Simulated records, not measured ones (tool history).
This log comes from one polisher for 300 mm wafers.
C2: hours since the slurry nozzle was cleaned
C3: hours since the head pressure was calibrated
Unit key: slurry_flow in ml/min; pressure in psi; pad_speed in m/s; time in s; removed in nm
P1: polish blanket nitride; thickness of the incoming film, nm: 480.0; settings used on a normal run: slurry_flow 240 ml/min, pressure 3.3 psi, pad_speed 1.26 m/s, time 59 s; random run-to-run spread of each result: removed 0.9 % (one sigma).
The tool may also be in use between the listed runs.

{"run": 1, "hour": 4.8, "slurry_flow": 240, "pressure": 3.3, "pad_speed": 1.26, "time": 59, "wafers polished on this pad": 341, "C2": 119.1, "C3": 273.7, "removed": 97.325}
{"run": 2, "hour": 7.1, "slurry_flow": 240, "pressure": 3.3, "pad_speed": 0.56, "time": 59, "wafers polished on this pad": 366, "C2": 121.4, "C3": 276, "removed": 50.568}
{"run": 3, "hour": 11.5, "slurry_flow": 240, "pressure": 3.3, "pad_speed": 1.26, "time": 59, "wafers polished on this pad": 414, "C2": 125.8, "C3": 280.4, "removed": 97.655}
{"run": 4, "hour": 15.0, "slurry_flow": 240, "pressure": 4.5, "pad_speed": 1.26, "time": 59, "wafers polished on this pad": 452, "C2": 129.3, "C3": 283.9, "removed": 133}
{"run": 5, "hour": 19.2, "slurry_flow": 240, "pressure": 3.3, "pad_speed": 1.26, "time": 41, "wafers polished on this pad": 498, "C2": 133.5, "C3": 288.1, "removed": 67.79}
{"run": 6, "hour": 22.7, "slurry_flow": 240, "pressure": 3.3, "pad_speed": 0.74, "time": 80, "wafers polished on this pad": 536, "C2": 137, "C3": 291.6, "removed": 85.758}
{"run": 7, "hour": 26.3, "slurry_flow": 145, "pressure": 3.3, "pad_speed": 1.26, "time": 59, "wafers polished on this pad": 576, "C2": 140.6, "C3": 295.2, "removed": 89.211}
{"run": 8, "hour": 29.2, "slurry_flow": 240, "pressure": 3.3, "pad_speed": 1.26, "time": 59, "wafers polished on this pad": 607, "C2": 143.5, "C3": 298.1, "removed": 97.983}
{"run": 9, "hour": 34.0, "slurry_flow": 240, "pressure": 3.3, "pad_speed": 1.88, "time": 59, "wafers polished on this pad": 660, "C2": 148.3, "C3": 302.9, "removed": 134.39}
{"run": 10, "hour": 36.9, "slurry_flow": 320, "pressure": 3.3, "pad_speed": 1.26, "time": 59, "wafers polished on this pad": 691, "C2": 151.2, "C3": 305.8, "removed": 99.555}
{"run": 11, "hour": 39.8, "slurry_flow": 240, "pressure": 3.3, "pad_speed": 1.26, "time": 88, "wafers polished on this pad": 723, "C2": 154.1, "C3": 308.7, "removed": 146.42}
{"run": 12, "hour": 44.2, "slurry_flow": 240, "pressure": 3.3, "pad_speed": 1.26, "time": 59, "wafers polished on this pad": 771, "C2": 158.5, "C3": 313.1, "removed": 95.404}
{"run": 13, "hour": 48.8, "slurry_flow": 240, "pressure": 3.3, "pad_speed": 1.26, "time": 59, "wafers polished on this pad": 821, "C2": 163.1, "C3": 317.7, "removed": 97.887}
{"run": 14, "hour": 51.2, "slurry_flow": 240, "pressure": 3.3, "pad_speed": 1.26, "time": 59, "wafers polished on this pad": 848, "C2": 165.5, "C3": 320.1, "removed": 97.515}
{"run": 15, "hour": 55.0, "slurry_flow": 240, "pressure": 2.4, "pad_speed": 1.26, "time": 59, "wafers polished on this pad": 889, "C2": 169.3, "C3": 323.9, "removed": 70.345}
{"run": 16, "hour": 59.0, "slurry_flow": 240, "pressure": 3.3, "pad_speed": 1.26, "time": 59, "wafers polished on this pad": 933, "C2": 173.3, "C3": 327.9, "removed": 96.879}

Predict the results of run 17:
{"run": 17, "hour": 61.9, "slurry_flow": 240, "pressure": 3.3, "pad_speed": 1.26, "time": 59, "wafers polished on this pad": 964, "C2": 176.2, "C3": 330.8, "removed": "?"}

{"run 17": {"removed": 96.833}}

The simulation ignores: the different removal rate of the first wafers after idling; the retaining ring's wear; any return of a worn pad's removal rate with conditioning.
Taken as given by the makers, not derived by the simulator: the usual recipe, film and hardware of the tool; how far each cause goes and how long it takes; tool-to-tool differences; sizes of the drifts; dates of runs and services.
